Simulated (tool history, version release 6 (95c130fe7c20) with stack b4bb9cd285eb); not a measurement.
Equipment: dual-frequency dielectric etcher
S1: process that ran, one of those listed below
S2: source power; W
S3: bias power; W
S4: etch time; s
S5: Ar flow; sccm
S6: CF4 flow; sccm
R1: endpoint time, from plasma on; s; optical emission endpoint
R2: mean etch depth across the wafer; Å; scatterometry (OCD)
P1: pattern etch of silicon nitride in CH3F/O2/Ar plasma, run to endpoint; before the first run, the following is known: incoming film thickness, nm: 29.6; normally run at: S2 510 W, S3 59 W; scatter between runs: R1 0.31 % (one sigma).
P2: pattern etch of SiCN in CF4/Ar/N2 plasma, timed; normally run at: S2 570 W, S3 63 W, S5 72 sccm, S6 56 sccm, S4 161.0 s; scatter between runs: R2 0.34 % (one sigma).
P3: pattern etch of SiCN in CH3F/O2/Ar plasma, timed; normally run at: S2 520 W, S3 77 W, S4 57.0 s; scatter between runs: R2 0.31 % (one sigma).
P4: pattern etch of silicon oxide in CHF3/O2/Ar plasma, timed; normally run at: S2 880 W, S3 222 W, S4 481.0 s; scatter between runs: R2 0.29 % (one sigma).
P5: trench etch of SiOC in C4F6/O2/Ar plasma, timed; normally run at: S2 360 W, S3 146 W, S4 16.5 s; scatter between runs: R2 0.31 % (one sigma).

Run 1, hour 6.9: S1 P1, S2 510 W, S3 59 W. Result: R1 40.405 s.
Run 2, hour 13.1: S1 P5, S2 360 W, S3 86 W, S4 16.5 s. Result: R2 264.38 Å.
Run 3, hour 21.5: S1 P1, S2 510 W, S3 59 W. Result: R1 40.214 s.
Run 4, hour 31.6: S1 P2, S2 570 W, S3 63 W, S4 117.5 s, S5 72 sccm, S6 56 sccm. Result: R2 1203.70 Å.
Run 5, hour 38.7: S1 P1, S2 510 W, S3 59 W. Result: R1 40.263 s.
Run 6, hour 47.3: S1 P2, S2 450 W, S3 63 W, S4 161.0 s, S5 72 sccm, S6 56 sccm. Result: R2 1330.40 Å.
Run 7, hour 57.0: S1 P1, S2 510 W, S3 59 W. Result: R1 40.030 s.
Run 8, hour 65.0: S1 P5, S2 360 W, S3 146 W, S4 11.0 s. Result: R2 205.14 Å.
Run 9, hour 70.0: S1 P3, S2 520 W, S3 77 W, S4 57.0 s. Result: R2 231.87 Å.
Run 10, hour 75.9: S1 P1, S2 510 W, S3 73 W. Result: R1 37.523 s.
Run 11, hour 80.9: S1 P1, S2 660 W, S3 69 W. Result: R1 34.491 s.
Run 12, hour 87.7: S1 P4, S2 540 W, S3 222 W, S4 481.0 s. Result: R2 9973.00 Å.
Run 13, hour 97.5: S1 P1, S2 510 W, S3 43 W. Result: R1 44.211 s.
Run 14, hour 103.0: S1 P4, S2 880 W, S3 137 W, S4 481.0 s. Result: R2 10210.00 Å.
Run 15, hour 112.5: S1 P4, S2 880 W, S3 222 W, S4 700.0 s. Result: R2 17395.00 Å.
Run 16, hour 118.2: S1 P4, S2 880 W, S3 222 W, S4 481.0 s. Result: R2 11917.00 Å.
Run 17, hour 126.6: S1 P3, S2 520 W, S3 45 W, S4 57.0 s. Result: R2 193.63 Å.
Run 18, hour 134.8: S1 P5, S2 360 W, S3 146 W, S4 16.5 s. Result: R2 307.92 Å.
Run 19, hour 141.8: S1 P1, S2 640 W, S3 59 W. Result: R1 36.850 s.
Run 20, hour 147.3: S1 P1, S2 390 W, S3 59 W. Result: R1 44.750 s.
Run 21, hour 156.8: S1 P3, S2 520 W, S3 77 W, S4 57.0 s. Result: R2 232.16 Å.
Run 22, hour 165.5: S1 P2, S2 570 W, S3 63 W, S4 161.0 s, S5 72 sccm, S6 74 sccm. Result: R2 1712.00 Å.
Run 23, hour 173.3: S1 P2, S2 570 W, S3 63 W, S4 161.0 s, S5 72 sccm, S6 56 sccm. Result: R2 1644.20 Å.
Run 24, hour 178.9: S1 P2, S2 570 W, S3 63 W, S4 161.0 s, S5 89 sccm, S6 56 sccm. Result: R2 1586.10 Å.
Run 25, hour 185.3: S1 P5, S2 270 W, S3 146 W, S4 16.5 s. Result: R2 272.64 Å.
Run 26, hour 191.2: S1 P2, S2 570 W, S3 45 W, S4 161.0 s, S5 72 sccm, S6 56 sccm. Result: R2 1476.30 Å.
Run 27, hour 199.0: S1 P1, S2 510 W, S3 59 W. Result: R1 40.200 s.
At hour 201.9: source power generator calibrated.
Run 28, hour 204.1: S1 P4, S2 880 W, S3 222 W, S4 481.0 s. Result: R2 11958.00 Å.
Run 29, hour 213.9: S1 P1, S2 510 W, S3 59 W. Result: R1 40.589 s.
Run 30, hour 222.3: S1 P3, S2 330 W, S3 77 W, S4 57.0 s. Result: R2 195.59 Å.
Run 31, hour 230.5: S1 P3, S2 520 W, S3 77 W, S4 34.0 s. Result: R2 138.11 Å.
Run 32, hour 236.5: S1 P1, S2 510 W, S3 59 W. Result: R1 40.331 s.
Run 33, hour 243.4: S1 P1, S2 510 W, S3 59 W. Result: R1 39.645 s.
Run 34, hour 252.4: S1 P1, S2 510 W, S3 59 W. Result: R1 39.782 s.
Run 35, hour 258.5: S1 P1, S2 510 W, S3 59 W. Result: R1 39.910 s.
Run 36, hour 263.2: S1 P1, S2 510 W, S3 59 W. Result: R1 39.811 s.
At hour 267.1: wet clean of the chamber.
Run 37, hour 269.4: S1 P1, S2 510 W, S3 59 W. Result: R1 39.745 s.
Run 38, hour 277.9: S1 P1, S2 510 W, S3 59 W. Result: R1 39.768 s.
Run 39, hour 285.0: S1 P1, S2 510 W, S3 59 W. Result: R1 39.730 s.

Compared with where it was, what P1 gives has crept away. Each cause listed below fits the log as well as the rest, at the size given for it:
A: source power that arrives over what is set, % = 4.02
B: bias power that arrives over what is set, % = 4.85
The creep began at about hour 236.5.
Each remaining cause and why it is not a fit:
chamber walls in a state that raises the etch rate, %: was serviced at hour 267.1, once the creep was under way, yet the earlier output never came back

4 check runs are offered, each on 2 wafers whose results are averaged, their results left as question marks. Which one tells the causes apart?
Run check 1, hour 292.1: S1 P5, S2 310 W, S3 146 W, S4 16.5 s. Result: R2 ?.
Run check 2, hour 292.1: S1 P2, S2 570 W, S3 46 W, S4 161.0 s, S5 72 sccm, S6 56 sccm. Result: R2 ?.
Run check 3, hour 292.1: S1 P3, S2 380 W, S3 77 W, S4 57.0 s. Result: R2 ?.
Run check 4, hour 292.1: S1 P4, S2 540 W, S3 222 W, S4 481.0 s. Result: R2 ?.

If the cause were each of the candidates in turn, the checks would give the following:
  check  result      if A      if B
check 1      R2    294.45    294.22
check 2      R2   1539.20   1507.30
check 3      R2    209.53    210.02
check 4      R2  10090.00  10109.00
Separation of the two closest causes in each check, using whichever result separates them best: check 1 0.08 %; check 2 2.09 %; check 3 0.24 %; check 4 0.19 %
Check 2 is the one run that separates the causes; every other check would come out nearly the same whichever cause is at work.

Check 2 has now been run. It gave: R2 1538.10 Å. Which of the candidate causes is it?

It is A: source power that arrives over what is set, %.
